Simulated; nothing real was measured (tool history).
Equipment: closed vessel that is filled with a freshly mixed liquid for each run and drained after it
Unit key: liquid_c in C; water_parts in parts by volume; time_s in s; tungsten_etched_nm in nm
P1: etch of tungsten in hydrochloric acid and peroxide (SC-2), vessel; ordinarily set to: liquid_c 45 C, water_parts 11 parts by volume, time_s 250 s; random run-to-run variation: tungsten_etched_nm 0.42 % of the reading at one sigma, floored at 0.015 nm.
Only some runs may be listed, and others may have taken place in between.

run   hour  liquid_c  water_parts  time_s  hours since the thermometer was replaced  hours since the chemicals flow meter was replaced  hours since the drum of peroxide was connected  tungsten_etched_nm
  1    7.9        45           11     250                                    1612.5                                              552.2                                            67.4              30.952
  2     14        45           11     450                                    1618.6                                              558.3                                            73.5               55.62
  3   19.5        45           18     420                                    1624.1                                              563.8                                              79              33.559
  4   25.3        35           11     250                                    1629.9                                              569.6                                            84.8              15.188
  5   33.5        45           11      30                                    1638.1                                              577.8                                              93              3.6593
  6   41.2        45           11     250                                    1645.8                                              585.5                                           100.7              30.637
  7   46.4        45           18     250                                      1651                                              590.7                                           105.9              20.068
  8   53.1        45            4     250                                    1657.7                                              597.4                                           112.6              66.829
  9   60.2        56           11     250                                    1664.8                                              604.5                                           119.7              63.966
 10   68.4        45           11     250                                      1673                                              612.7                                           127.9              30.719
 11   75.8        35          5.5     250                                    1680.4                                              620.1                                           135.3              26.108
 12   83.9        45           11     250                                    1688.5                                              628.2                                           143.4              30.665
 13     89        45         14.5     110                                    1693.6                                              633.3                                           148.5              10.649
 14   92.7        45           11     250                                    1697.3                                                637                                           152.2              30.455
 15  100.3        45           11     250                                    1704.9                                              644.6                                           159.8              30.664
 16  104.7        45           11     250                                    1709.3                                                649                                           164.2              30.785
 17  108.4        45           11     250                                      1713                                              652.7                                           167.9              31.443
 18  112.4        45           11     250                                      1717                                              656.7                                           171.9              31.977
 19  118.6        45           11     250                                    1723.2                                              662.9                                           178.1              32.497
 20  123.1        45           11     250                                    1727.7                                              667.4                                           182.6              32.862
 21  128.8        45           11     250                                    1733.4                                              673.1                                           188.3              33.198
 22  134.5        45           11     250                                    1739.1                                              678.8                                             194              33.422
 23  140.3        45           11     250                                    1744.9                                              684.6                                           199.8              33.367
 24  147.9        45           11     250                                    1752.5                                              692.2                                           207.4              33.626
 25  153.3        45           11     250                                    1757.9                                              697.6                                           212.8              33.596
 26  161.3        45           11     250                                    1765.9                                              705.6                                           220.8              33.526
 27  165.1        45           11     250                                    1769.7                                              709.4                                           224.6              33.486

P1 no longer gives what it gave before; its output has crept away from where it was. The following 2 causes, each at its listed size, fit the log equally well:
A: chemicals flow above the setpoint (%) = 11.2
B: liquid hotter than its thermometer reads (K) = 1.3
The creep began at about hour 104.7.
Each remaining cause and why it is not a fit:
peroxide weaker than its label (%): limited to 8, which would change tungsten_etched_nm by -7.4 %, either short of the creep or opposite in sign

Consider the 4 check runs below, whose results appear as question marks and each of which averages 2 wafers. Which one distinguishes the causes, in that each cause would give it a clearly different result?
check 1  168.9      53.5           11     250                                                                                                                                                                ?
check 2  168.9        35         16.5     250                                                                                                                                                                ?
check 3  168.9      35.5            4     250                                                                                                                                                                ?
check 4  168.9        35           11     395                                                                                                                                                                ?

Check results expected under each cause:
  check              result    if A    if B
check 1  tungsten_etched_nm  59.485  59.213
check 2  tungsten_etched_nm  11.685  11.694
check 3  tungsten_etched_nm  36.462  37.389
check 4  tungsten_etched_nm   26.14  26.293
Per check, the gap between the least separated pair of causes, taken in the result that splits them most: check 1 0.46 %; check 2 0.08 %; check 3 2.51 %; check 4 0.58 %
The other checks would show nearly matching results whichever cause is true, so check 3 is the only one that separates the causes.

Running check 3 produced the following: tungsten_etched_nm 37.583 nm. Which one of the listed causes fits?

It was cause B: liquid hotter than its thermometer reads (K).
